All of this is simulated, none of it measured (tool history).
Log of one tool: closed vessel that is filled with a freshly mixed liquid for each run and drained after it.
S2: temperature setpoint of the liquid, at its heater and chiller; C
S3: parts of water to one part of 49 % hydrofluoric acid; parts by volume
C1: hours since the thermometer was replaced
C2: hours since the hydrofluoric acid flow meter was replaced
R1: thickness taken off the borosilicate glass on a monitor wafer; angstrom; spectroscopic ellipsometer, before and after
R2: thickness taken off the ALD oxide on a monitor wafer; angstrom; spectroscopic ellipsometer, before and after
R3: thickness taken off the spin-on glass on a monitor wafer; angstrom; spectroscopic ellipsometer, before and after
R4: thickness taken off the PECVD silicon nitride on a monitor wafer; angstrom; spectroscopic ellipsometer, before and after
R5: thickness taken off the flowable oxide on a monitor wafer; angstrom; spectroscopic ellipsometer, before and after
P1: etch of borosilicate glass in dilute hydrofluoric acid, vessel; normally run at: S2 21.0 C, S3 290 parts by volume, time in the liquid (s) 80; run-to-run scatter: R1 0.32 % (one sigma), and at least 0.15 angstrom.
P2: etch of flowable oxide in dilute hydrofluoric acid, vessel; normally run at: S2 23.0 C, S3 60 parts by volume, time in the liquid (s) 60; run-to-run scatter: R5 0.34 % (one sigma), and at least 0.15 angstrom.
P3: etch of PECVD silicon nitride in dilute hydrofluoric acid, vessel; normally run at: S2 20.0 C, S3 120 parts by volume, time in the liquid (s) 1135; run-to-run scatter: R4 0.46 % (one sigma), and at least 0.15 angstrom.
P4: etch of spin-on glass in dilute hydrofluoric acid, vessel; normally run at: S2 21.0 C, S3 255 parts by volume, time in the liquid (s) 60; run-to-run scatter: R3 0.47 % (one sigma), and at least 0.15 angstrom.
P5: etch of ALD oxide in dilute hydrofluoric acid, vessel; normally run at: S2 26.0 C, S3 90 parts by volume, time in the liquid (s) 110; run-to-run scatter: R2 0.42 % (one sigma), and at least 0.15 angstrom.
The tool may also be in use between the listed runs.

{"run": 1, "hour": 4.1, "process that ran": "P1", "S2": 21.0, "S3": 290, "time in the liquid (s)": 80, "C1": 1537.5, "C2": 1621.5, "R1": 80.309}
{"run": 2, "hour": 7.2, "process that ran": "P1", "S2": 17.0, "S3": 290, "time in the liquid (s)": 80, "C1": 1540.6, "C2": 1624.6, "R1": 69.387}
{"run": 3, "hour": 11.3, "process that ran": "P1", "S2": 21.0, "S3": 500, "time in the liquid (s)": 135, "C1": 1544.7, "C2": 1628.7, "R1": 65.694}
{"run": 4, "hour": 15.8, "process that ran": "P5", "S2": 26.0, "S3": 90, "time in the liquid (s)": 110, "C1": 1549.2, "C2": 1633.2, "R2": 349.22}
{"run": 5, "hour": 19.2, "process that ran": "P1", "S2": 21.0, "S3": 290, "time in the liquid (s)": 80, "C1": 1552.6, "C2": 1636.6, "R1": 79.672}
{"run": 6, "hour": 21.7, "process that ran": "P4", "S2": 21.0, "S3": 255, "time in the liquid (s)": 60, "C1": 1555.1, "C2": 1639.1, "R3": 68.163}
{"run": 7, "hour": 24.8, "process that ran": "P3", "S2": 17.0, "S3": 120, "time in the liquid (s)": 1135, "C1": 1558.2, "C2": 1642.2, "R4": 111.44}
{"run": 8, "hour": 28.3, "process that ran": "P1", "S2": 21.0, "S3": 290, "time in the liquid (s)": 80, "C1": 1561.7, "C2": 1645.7, "R1": 79.543}
{"run": 9, "hour": 32.7, "process that ran": "P2", "S2": 23.0, "S3": 60, "time in the liquid (s)": 60, "C1": 1566.1, "C2": 1650.1, "R5": 463.83}
{"run": 10, "hour": 35.2, "process that ran": "P1", "S2": 21.0, "S3": 515, "time in the liquid (s)": 80, "C1": 1568.6, "C2": 1652.6, "R1": 37.364}
{"run": 11, "hour": 39.8, "process that ran": "P1", "S2": 21.0, "S3": 290, "time in the liquid (s)": 80, "C1": 1573.2, "C2": 1657.2, "R1": 79.715}
{"run": 12, "hour": 42.4, "process that ran": "P1", "S2": 25.5, "S3": 115, "time in the liquid (s)": 80, "C1": 1575.8, "C2": 1659.8, "R1": 286.27}
{"run": 13, "hour": 45.4, "process that ran": "P1", "S2": 26.0, "S3": 290, "time in the liquid (s)": 30, "C1": 1578.8, "C2": 1662.8, "R1": 35.944}
{"run": 14, "hour": 48.5, "process that ran": "P5", "S2": 26.0, "S3": 90, "time in the liquid (s)": 30, "C1": 1581.9, "C2": 1665.9, "R2": 95.387}
{"run": 15, "hour": 52.5, "process that ran": "P1", "S2": 21.0, "S3": 290, "time in the liquid (s)": 80, "C1": 1585.9, "C2": 1669.9, "R1": 79.859}
{"run": 16, "hour": 55.9, "process that ran": "P5", "S2": 26.0, "S3": 155, "time in the liquid (s)": 110, "C1": 1589.3, "C2": 1673.3, "R2": 186.71}
{"run": 17, "hour": 59.8, "process that ran": "P3", "S2": 20.0, "S3": 120, "time in the liquid (s)": 1735, "C1": 1593.2, "C2": 1677.2, "R4": 208.63}
{"run": 18, "hour": 64.4, "process that ran": "P4", "S2": 21.0, "S3": 425, "time in the liquid (s)": 60, "C1": 1597.8, "C2": 1681.8, "R3": 35.071}
{"run": 19, "hour": 68.7, "process that ran": "P1", "S2": 21.0, "S3": 125, "time in the liquid (s)": 80, "C1": 1602.1, "C2": 1686.1, "R1": 219.89}
{"run": 20, "hour": 72.8, "process that ran": "P1", "S2": 21.0, "S3": 290, "time in the liquid (s)": 120, "C1": 1606.2, "C2": 1690.2, "R1": 119.4}
{"run": 21, "hour": 76.2, "process that ran": "P3", "S2": 20.0, "S3": 30, "time in the liquid (s)": 1135, "C1": 1609.6, "C2": 1693.6, "R4": 528.46}
{"run": 22, "hour": 78.7, "process that ran": "P2", "S2": 31.0, "S3": 60, "time in the liquid (s)": 60, "C1": 1612.1, "C2": 1696.1, "R5": 640.45}
{"run": 23, "hour": 81.3, "process that ran": "P5", "S2": 32.5, "S3": 90, "time in the liquid (s)": 110, "C1": 1614.7, "C2": 1698.7, "R2": 444.82}
{"run": 24, "hour": 84.0, "process that ran": "P4", "S2": 28.5, "S3": 255, "time in the liquid (s)": 60, "C1": 1617.4, "C2": 1701.4, "R3": 88.247}
{"run": 25, "hour": 88.0, "process that ran": "P4", "S2": 21.0, "S3": 255, "time in the liquid (s)": 30, "C1": 1621.4, "C2": 1705.4, "R3": 34.241}
{"run": 26, "hour": 91.8, "process that ran": "P1", "S2": 21.0, "S3": 290, "time in the liquid (s)": 30, "C1": 1625.2, "C2": 1709.2, "R1": 30.0}
{"run": 27, "hour": 94.1, "process that ran": "P2", "S2": 23.0, "S3": 60, "time in the liquid (s)": 95, "C1": 1627.5, "C2": 1711.5, "R5": 736.43}
{"run": 28, "hour": 97.1, "process that ran": "P1", "S2": 28.0, "S3": 290, "time in the liquid (s)": 80, "C1": 1630.5, "C2": 1714.5, "R1": 101.84}
{"run": 29, "hour": 100.8, "process that ran": "P5", "S2": 26.0, "S3": 90, "time in the liquid (s)": 110, "C1": 1634.2, "C2": 1718.2, "R2": 351.38}
{"run": 30, "hour": 103.9, "process that ran": "P3", "S2": 20.0, "S3": 120, "time in the liquid (s)": 1135, "C1": 1637.3, "C2": 1721.3, "R4": 136.47}
{"run": 31, "hour": 107.8, "process that ran": "P2", "S2": 23.0, "S3": 105, "time in the liquid (s)": 60, "C1": 1641.2, "C2": 1725.2, "R5": 251.98}
{"run": 32, "hour": 111.4, "process that ran": "P1", "S2": 21.0, "S3": 290, "time in the liquid (s)": 80, "C1": 1644.8, "C2": 1728.8, "R1": 79.208}
{"run": 33, "hour": 116.0, "process that ran": "P1", "S2": 21.0, "S3": 290, "time in the liquid (s)": 80, "C1": 1649.4, "C2": 1733.4, "R1": 82.966}
{"run": 34, "hour": 119.5, "process that ran": "P1", "S2": 21.0, "S3": 290, "time in the liquid (s)": 80, "C1": 1652.9, "C2": 1736.9, "R1": 83.747}
{"run": 35, "hour": 123.1, "process that ran": "P1", "S2": 21.0, "S3": 290, "time in the liquid (s)": 80, "C1": 1656.5, "C2": 1740.5, "R1": 84.376}
{"run": 36, "hour": 127.7, "process that ran": "P1", "S2": 21.0, "S3": 290, "time in the liquid (s)": 80, "C1": 1661.1, "C2": 1745.1, "R1": 84.595}
{"run": 37, "hour": 131.7, "process that ran": "P1", "S2": 21.0, "S3": 290, "time in the liquid (s)": 80, "C1": 1665.1, "C2": 1749.1, "R1": 84.731}
{"run": 38, "hour": 134.9, "process that ran": "P1", "S2": 21.0, "S3": 290, "time in the liquid (s)": 80, "C1": 1668.3, "C2": 1752.3, "R1": 84.458}

What P1 gives has crept away from where it was. These 2 causes fit the log equally well, each at the size given:
A: liquid hotter than its thermometer reads (K) = 1.77
B: hydrofluoric acid flow above the setpoint (%) = 5.13
The creep began at about hour 111.4.

4 check runs are offered, one wafer each, their results left as question marks. Which one tells the causes apart?
{"run": "check 1", "hour": 138.1, "process that ran": "P4", "S2": 21.0, "S3": 390, "time in the liquid (s)": 30, "R3": "?"}
{"run": "check 2", "hour": 138.1, "process that ran": "P3", "S2": 20.0, "S3": 45, "time in the liquid (s)": 1530, "R4": "?"}
{"run": "check 3", "hour": 138.1, "process that ran": "P2", "S2": 31.0, "S3": 105, "time in the liquid (s)": 60, "R5": "?"}
{"run": "check 4", "hour": 138.1, "process that ran": "P5", "S2": 29.0, "S3": 90, "time in the liquid (s)": 30, "R2": "?"}

What each check would give under each cause:
check=check_1 result=R3 if_A=20.971 if_B=21.100
check=check_2 result=R4 if_A=541.17 if_B=502.67
check=check_3 result=R5 if_A=364.74 if_B=362.00
check=check_4 result=R2 if_A=114.140 if_B=112.910
How far apart the two closest causes lie, in the result that separates them most: check 1 0.62 %; check 2 7.38 %; check 3 0.75 %; check 4 1.08 %
Check 2 tells the causes apart: in the others they would give nearly the same result.

Then check 2 was run and gave: R4 500.95 angstrom. Which cause is it?

It is B: hydrofluoric acid flow above the setpoint (%).

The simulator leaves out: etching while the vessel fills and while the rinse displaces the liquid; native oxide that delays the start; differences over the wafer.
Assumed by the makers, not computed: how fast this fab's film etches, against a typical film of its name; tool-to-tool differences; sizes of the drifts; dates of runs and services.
